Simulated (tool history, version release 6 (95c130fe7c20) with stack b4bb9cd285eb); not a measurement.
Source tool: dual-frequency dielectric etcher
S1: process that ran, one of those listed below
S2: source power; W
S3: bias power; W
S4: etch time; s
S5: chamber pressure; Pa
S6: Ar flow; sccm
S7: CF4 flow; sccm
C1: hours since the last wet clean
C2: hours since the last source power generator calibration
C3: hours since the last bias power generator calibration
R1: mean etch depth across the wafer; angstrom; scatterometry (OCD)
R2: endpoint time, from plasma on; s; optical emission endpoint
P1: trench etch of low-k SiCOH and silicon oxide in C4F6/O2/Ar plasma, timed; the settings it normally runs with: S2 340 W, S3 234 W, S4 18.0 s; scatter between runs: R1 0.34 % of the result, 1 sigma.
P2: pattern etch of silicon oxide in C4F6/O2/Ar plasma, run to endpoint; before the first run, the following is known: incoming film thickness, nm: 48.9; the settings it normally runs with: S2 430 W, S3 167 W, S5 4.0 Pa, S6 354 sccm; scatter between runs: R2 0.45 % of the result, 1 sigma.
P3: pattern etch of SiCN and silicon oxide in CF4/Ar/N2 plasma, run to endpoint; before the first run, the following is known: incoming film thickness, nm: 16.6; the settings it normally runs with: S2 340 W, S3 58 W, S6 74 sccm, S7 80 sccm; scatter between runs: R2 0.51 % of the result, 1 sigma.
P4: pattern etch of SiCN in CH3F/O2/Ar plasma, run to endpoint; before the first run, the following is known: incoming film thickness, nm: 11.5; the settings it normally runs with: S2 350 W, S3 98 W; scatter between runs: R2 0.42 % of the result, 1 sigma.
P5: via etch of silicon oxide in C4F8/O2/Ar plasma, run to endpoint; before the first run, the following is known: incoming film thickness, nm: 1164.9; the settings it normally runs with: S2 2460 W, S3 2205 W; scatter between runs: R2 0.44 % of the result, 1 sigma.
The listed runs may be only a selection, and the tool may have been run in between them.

run   hour  S1    S2    S3    S4   S5   S6   S7     C1      C2      C3      R1       R2
  1    9.7  P1   340   234  18.0                 351.2   962.1  1064.0  559.54
  2   26.3  P1   230   234  18.0                 367.8   978.7  1080.6  484.52
  3   42.1  P2   430   167        5.3  354       383.6   994.5  1096.4           16.250
  4   51.0  P4   350    98                       392.5  1003.4  1105.3           29.325
  5   62.4  P1   340   298  12.0                 403.9  1014.8  1116.7  405.70
  6   74.3  P2   260   167        4.0  354       415.8  1026.7  1128.6           19.231
  7   93.5  P3   340    58              74  113  435.0  1045.9  1147.8           24.157
  8  108.9  P1   340   189  18.0                 450.4  1061.3  1163.2  524.33
  9  117.7  P3   340    58              74   80  459.2  1070.1  1172.0           25.136
 10  129.7  P4   210    98                       471.2  1082.1  1184.0           35.201
 11  142.6  P4   350   126                       484.1  1095.0  1196.9           26.409
 12  152.1  P1   340   234  18.0                 493.6  1104.5  1206.4  560.35
 13  161.4  P2   430   167        4.0  354       502.9  1113.8  1215.7           15.827
 14  178.2  P2   430   201        4.0  354       519.7  1130.6  1232.5           14.988
 15  188.3  P3   340    58              74   80  529.8  1140.7  1242.6           25.285
 16  198.6  P5  2460  1445                       540.1  1151.0  1252.9          233.200
 17  214.1  P5  1810  2205                       555.6  1166.5  1268.4          233.490
 18  229.9  P1   340   234  18.0                 571.4  1182.3  1284.2  559.71
 19  239.9  P1   340   234  18.0                 581.4  1192.3  1294.2  560.99
 20  255.7  P1   420   234  18.0                 597.2  1208.1  1310.0  607.96
 21  274.1  P3   340    58              52   80  615.6  1226.5  1328.4           23.946
 22  288.5  P1   340   234  11.5                 630.0  1240.9  1342.8  359.09
 23  304.7  P2   430   167        4.0  280       646.2  1257.1  1359.0           15.395
 24  321.2  P1   340   324  18.0                 662.7  1273.6  1375.5  628.51
 25  333.1  P1   340   234  18.0                 674.6  1285.5  1387.4  561.68
 26  349.3  P3   340    81              74   80  690.8  1301.7  1403.6           22.704
 27  360.4  P5  2460  2205                       701.9  1312.8  1414.7          207.340
 28  370.6  P1   340   234  27.0                 712.1  1323.0  1424.9  840.50
 29  388.5  P1   340   234  18.0                 730.0  1340.9  1442.8  563.09
 30  398.9  P3   430    58              74   80  740.4  1351.3  1453.2           20.511
 31  414.3  P1   340   234  18.0                 755.8  1366.7  1468.6  562.19
 32  429.9  P1   340   234  18.0                 771.4  1382.3  1484.2  555.03
 33  441.4  P1   340   234  18.0                 782.9  1393.8  1495.7  550.24
     441.9  -- wet clean of the chamber
 34  449.8  P1   340   234  18.0                   7.9  1402.2  1504.1  550.66
 35  462.9  P1   340   234  18.0                  21.0  1415.3  1517.2  551.02
 36  471.7  P1   340   234  18.0                  29.8  1424.1  1526.0  550.70
 37  488.5  P1   340   234  18.0                  46.6  1440.9  1542.8  548.51

Something has made what P1 gives creep away from where it was; the 2 causes below, each at its own stated size, fit the log equally well:
A: bias power that arrives under what is set, % = 4.96
B: source power that arrives under what is set, % = 4.37
The drift started at roughly hour 414.3.
Excluded causes, each with its reason:
chamber walls in a state that lowers the etch rate, %: serviced after onset, at hour 441.9, with no recovery of the prior output

You are offered 4 check runs, listed below with question marks in place of their results; each one averages 3 wafers. Which run separates the listed causes by giving clearly different results for each?
check 1  505.3  P4   350   118                                     ?
check 2  505.3  P3   340    72            74  80                   ?
check 3  505.3  P5  1860  2205                                     ?
check 4  505.3  P2   300   167      4.0  354                       ?

If the cause were each of the candidates in turn, the checks would give the following:
  check  result     if A     if B
check 1      R2   27.744   27.647
check 2      R2   23.995   24.558
check 3      R2  235.390  236.060
check 4      R2   18.479   18.503
Per-check spread between the two closest causes, in the result where they differ most: check 1 0.35 %; check 2 2.32 %; check 3 0.29 %; check 4 0.13 %
Only check 2 tells the causes apart: in the others they would give nearly the same result.

The results of check 2 are: R2 24.007 s. Based on these, which of the listed causes is it?

It was cause A: bias power that arrives under what is set, %.
